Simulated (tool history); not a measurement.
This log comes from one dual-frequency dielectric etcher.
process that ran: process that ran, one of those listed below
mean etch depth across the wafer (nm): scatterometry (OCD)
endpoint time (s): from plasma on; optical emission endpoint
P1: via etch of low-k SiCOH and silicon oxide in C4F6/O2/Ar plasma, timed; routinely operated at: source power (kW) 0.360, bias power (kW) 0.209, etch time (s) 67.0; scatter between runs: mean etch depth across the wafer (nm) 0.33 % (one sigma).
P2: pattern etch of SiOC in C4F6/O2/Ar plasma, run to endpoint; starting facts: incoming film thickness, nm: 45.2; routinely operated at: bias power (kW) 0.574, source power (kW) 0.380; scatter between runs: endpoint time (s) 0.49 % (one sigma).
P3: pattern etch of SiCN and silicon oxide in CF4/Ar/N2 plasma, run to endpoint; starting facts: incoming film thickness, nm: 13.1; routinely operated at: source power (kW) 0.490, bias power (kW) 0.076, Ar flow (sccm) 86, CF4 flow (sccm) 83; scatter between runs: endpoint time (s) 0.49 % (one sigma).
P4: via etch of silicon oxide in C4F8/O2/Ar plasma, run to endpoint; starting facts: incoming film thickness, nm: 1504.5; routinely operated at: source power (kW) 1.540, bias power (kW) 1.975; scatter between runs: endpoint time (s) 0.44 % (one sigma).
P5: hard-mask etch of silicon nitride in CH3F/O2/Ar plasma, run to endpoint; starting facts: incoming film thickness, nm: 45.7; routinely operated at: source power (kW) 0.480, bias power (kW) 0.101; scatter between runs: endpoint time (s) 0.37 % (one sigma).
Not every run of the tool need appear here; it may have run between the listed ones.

run   hour  process that ran  source power (kW)  bias power (kW)  etch time (s)  Ar flow (sccm)  CF4 flow (sccm)  hours since the last wet clean  hours since the last source power generator calibration  hours since the last bias power generator calibration  mean etch depth across the wafer (nm)  endpoint time (s)
  1    6.3                P1              0.360            0.209           67.0                                                            319.9                                                   2027.2                                                 2797.4                                 183.05
  2   12.9                P4              1.540            1.975                                                                           326.5                                                   2033.8                                                 2804.0                                                   346.810
  3   20.7                P4              1.540            2.421                                                                           334.3                                                   2041.6                                                 2811.8                                                   324.410
  4   25.6                P3              0.490            0.076                            112               83                           339.2                                                   2046.5                                                 2816.7                                                    13.878
  5   32.0                P5              0.580            0.101                                                                           345.6                                                   2052.9                                                 2823.1                                                    51.738
  6   40.6                P1              0.360            0.274           40.0                                                            354.2                                                   2061.5                                                 2831.7                                 118.96
  7   46.7                P3              0.290            0.076                             86               83                           360.3                                                   2067.6                                                 2837.8                                                    21.264
  8   54.9                P2              0.380            0.574                                                                           368.5                                                   2075.8                                                 2846.0                                                    15.110
      55.4  -- wet clean of the chamber
  9   62.0                P5              0.480            0.101                                                                             6.7                                                   2082.9                                                 2853.1                                                    55.949
 10   68.4                P1              0.280            0.209           67.0                                                             13.1                                                   2089.3                                                 2859.5                                 164.99
 11   78.3                P2              0.380            0.574                                                                            23.0                                                   2099.2                                                 2869.4                                                    15.065
 12   84.3                P1              0.360            0.209           94.5                                                             29.0                                                   2105.2                                                 2875.4                                 258.27
 13   90.5                P3              0.490            0.076                             86               83                            35.2                                                   2111.4                                                 2881.6                                                    13.249
 14  100.9                P2              0.300            0.574                                                                            45.6                                                   2121.8                                                 2892.0                                                    16.424
 15  105.5                P1              0.360            0.209           67.0                                                             50.2                                                   2126.4                                                 2896.6                                 182.29
 16  114.8                P5              0.480            0.077                                                                            59.5                                                   2135.7                                                 2905.9                                                    61.446
 17  121.5                P3              0.490            0.076                             86               48                            66.2                                                   2142.4                                                 2912.6                                                    14.486
 18  130.6                P1              0.360            0.270           47.5                                                             75.3                                                   2151.5                                                 2921.7                                 140.80
 19  135.2                P5              0.480            0.101                                                                            79.9                                                   2156.1                                                 2926.3                                                    55.732
 20  143.3                P1              0.360            0.209           67.0                                                             88.0                                                   2164.2                                                 2934.4                                 182.64
 21  150.7                P1              0.430            0.171           67.0                                                             95.4                                                   2171.6                                                 2941.8                                 183.40
 22  156.4                P1              0.360            0.146           67.0                                                            101.1                                                   2177.3                                                 2947.5                                 163.80
 23  165.4                P1              0.360            0.209           67.0                                                            110.1                                                   2186.3                                                 2956.5                                 182.53
 24  175.8                P3              0.490            0.060                             86               83                           120.5                                                   2196.7                                                 2966.9                                                    14.333
 25  181.4                P1              0.360            0.209           40.5                                                            126.1                                                   2202.3                                                 2972.5                                 109.85
 26  188.5                P1              0.360            0.209           67.0                                                            133.2                                                   2209.4                                                 2979.6                                 182.39
 27  193.9                P1              0.360            0.282           67.0                                                            138.6                                                   2214.8                                                 2985.0                                 201.37
 28  200.3                P1              0.480            0.209           67.0                                                            145.0                                                   2221.2                                                 2991.4                                 204.61
 29  206.6                P3              0.490            0.076                             86               83                           151.3                                                   2227.5                                                 2997.7                                                    13.266
 30  216.1                P2              0.380            0.697                                                                           160.8                                                   2237.0                                                 3007.2                                                    13.962
 31  225.8                P4              1.540            1.975                                                                           170.5                                                   2246.7                                                 3016.9                                                   344.490
 32  235.2                P4              1.060            1.975                                                                           179.9                                                   2256.1                                                 3026.3                                                   399.410
 33  242.1                P1              0.360            0.209           67.0                                                            186.8                                                   2263.0                                                 3033.2                                 182.52
 34  249.7                P1              0.360            0.209           67.0                                                            194.4                                                   2270.6                                                 3040.8                                 182.19
 35  258.9                P1              0.360            0.209           67.0                                                            203.6                                                   2279.8                                                 3050.0                                 180.41
 36  266.9                P1              0.360            0.209           67.0                                                            211.6                                                   2287.8                                                 3058.0                                 180.56
 37  273.2                P1              0.360            0.209           67.0                                                            217.9                                                   2294.1                                                 3064.3                                 180.30
     274.3  -- wet clean of the chamber
 38  282.9                P1              0.360            0.209           67.0                                                              8.7                                                   2303.8                                                 3074.0                                 179.27
 39  289.1                P1              0.360            0.209           67.0                                                             14.9                                                   2310.0                                                 3080.2                                 180.56
 40  297.0                P1              0.360            0.209           67.0                                                             22.8                                                   2317.9                                                 3088.1                                 179.56
 41  303.6                P1              0.360            0.209           67.0                                                             29.4                                                   2324.5                                                 3094.7                                 179.28

Compared with where it was, what P1 gives has crept away. Each cause listed below fits the log as well as the rest, at the size given for it:
A: source power that arrives under what is set, % = 4.18
B: bias power that arrives under what is set, % = 4.91
At approximately hour 242.1, the process output began to creep.
Each remaining cause and why it is not a fit:
chamber walls in a state that lowers the etch rate, %: was serviced at hour 274.3, once the creep was under way, yet the earlier output never came back

Which of the check runs below tells the causes apart, meaning the causes would give it clearly different results? Each run uses 3 wafers whose results are averaged, and each result is shown as a question mark.
check 1  310.2                P3              0.490            0.076                             86               83                                                                                                                                                                                                         ?
check 2  310.2                P5              0.480            0.101                                                                                                                                                                                                                                                         ?
check 3  310.2                P2              0.380            0.574                                                                                                                                                                                                                                                         ?
check 4  310.2                P4              1.540            1.975                                                                                                                                                                                                                                                         ?

Predicted outcomes, by check and by cause:
  check             result     if A     if B
check 1  endpoint time (s)   13.808   13.512
check 2  endpoint time (s)   56.517   56.645
check 3  endpoint time (s)   15.360   15.414
check 4  endpoint time (s)  352.230  351.380
Separation of the two closest causes in each check, using whichever result separates them best: check 1 2.16 %; check 2 0.23 %; check 3 0.35 %; check 4 0.24 %
Only in check 1 would the causes give clearly different results; in the remaining checks their results would be nearly the same.

Then check 1 was run and gave: endpoint time (s) 13.803. Which cause is it?

The correct cause is A, namely: source power that arrives under what is set, %.
